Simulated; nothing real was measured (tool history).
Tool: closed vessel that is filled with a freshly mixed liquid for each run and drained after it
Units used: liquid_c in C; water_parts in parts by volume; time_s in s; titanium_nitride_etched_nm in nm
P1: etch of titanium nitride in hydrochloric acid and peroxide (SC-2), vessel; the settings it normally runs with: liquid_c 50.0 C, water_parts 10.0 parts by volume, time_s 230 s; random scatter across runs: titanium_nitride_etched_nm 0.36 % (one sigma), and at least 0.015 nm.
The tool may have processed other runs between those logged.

run  hour  liquid_c  water_parts  time_s  hours since the thermometer was replaced  hours since the chemicals flow meter was replaced  hours since the drum of peroxide was connected  titanium_nitride_etched_nm
  1   4.3      50.0         10.0     230                                     694.3                                             1220.6                                           237.8                     10.2930
  2   7.4      50.0         10.0     230                                     697.4                                             1223.7                                           240.9                     10.3070
  3  11.7      50.0         10.0     335                                     701.7                                             1228.0                                           245.2                     15.0400
  4  14.3      58.5         15.5     230                                     704.3                                             1230.6                                           247.8                     12.2400
  5  18.9      50.0         10.0      35                                     708.9                                             1235.2                                           252.4                      1.5393
  6  22.5      50.0         10.0     230                                     712.5                                             1238.8                                           256.0                     10.2970
  7  26.1      50.0         10.0     230                                     716.1                                             1242.4                                           259.6                     10.3010
     29.3  -- thermometer replaced
  8  29.7      50.0         10.0     230                                       0.5                                             1246.0                                           263.2                     10.3930
  9  32.0      50.0          4.0     230                                       2.8                                             1248.3                                           265.5                     20.4700
 10  34.6      50.0          4.5      40                                       5.4                                             1250.9                                           268.1                      3.2679
     36.8  -- new drum of peroxide connected
 11  37.6      50.0         18.0     230                                       8.4                                             1253.9                                             0.8                      6.1506
 12  39.9      35.0         10.0     230                                      10.7                                             1256.2                                             3.1                      3.6192
 13  42.3      60.5         10.0     230                                      13.1                                             1258.6                                             5.5                     20.3000
 14  47.3      50.0         10.0     230                                      18.1                                             1263.6                                            10.5                     10.2130
 15  50.1      50.0         10.0     230                                      20.9                                             1266.4                                            13.3                     10.3140
 16  53.0      50.0         10.0     230                                      23.8                                             1269.3                                            16.2                     10.2610
 17  55.3      50.0         10.0     230                                      26.1                                             1271.6                                            18.5                     10.6470
 18  58.1      50.0         10.0     230                                      28.9                                             1274.4                                            21.3                     10.8500
 19  61.9      50.0         10.0     230                                      32.7                                             1278.2                                            25.1                     11.0520
 20  65.1      50.0         10.0     230                                      35.9                                             1281.4                                            28.3                     11.1500
 21  69.7      50.0         10.0     230                                      40.5                                             1286.0                                            32.9                     11.1840
 22  72.4      50.0         10.0     230                                      43.2                                             1288.7                                            35.6                     11.2460
 23  75.3      50.0         10.0     230                                      46.1                                             1291.6                                            38.5                     11.2270

What P1 gives has crept off from where it sat before. The 2 causes that follow fit the log equally well, each at the size noted:
A: liquid hotter than its thermometer reads (K) = 1.37
B: chemicals flow above the setpoint (%) = 11.6
At approximately hour 53.0, the process output began to creep.
What rules out each remaining cause:
peroxide weaker than its label (%): can reach only 8, and even then titanium_nitride_etched_nm would move by -7.4 %, too little or the wrong way

Below are 4 check runs, each averaged over 2 wafers, with their results shown as question marks. Which of them would give clearly different results depending on which cause is behind the drift?
check 1  78.2      60.5         10.0     230                                                                                                                                                                        ?
check 2  78.2      36.5         17.5     230                                                                                                                                                                        ?
check 3  78.2      50.0         13.0      35                                                                                                                                                                        ?
check 4  78.2      41.5          4.0     230                                                                                                                                                                        ?

How each check would come out, cause by cause:
  check                      result     if A     if B
check 1  titanium_nitride_etched_nm  22.0610  22.1760
check 2  titanium_nitride_etched_nm   2.7307   2.7277
check 3  titanium_nitride_etched_nm   1.3709   1.3756
check 4  titanium_nitride_etched_nm  12.6470  12.3460
Smallest distance between any two causes, each pair judged by its most separating result, in per cent: check 1 0.52 %; check 2 0.11 %; check 3 0.34 %; check 4 2.41 %
Only in check 4 would the causes give clearly different results; in the remaining checks their results would be nearly the same.

Running check 4 produced the following: titanium_nitride_etched_nm 12.6700 nm. Which one of the listed causes fits?

It was cause A: liquid hotter than its thermometer reads (K).
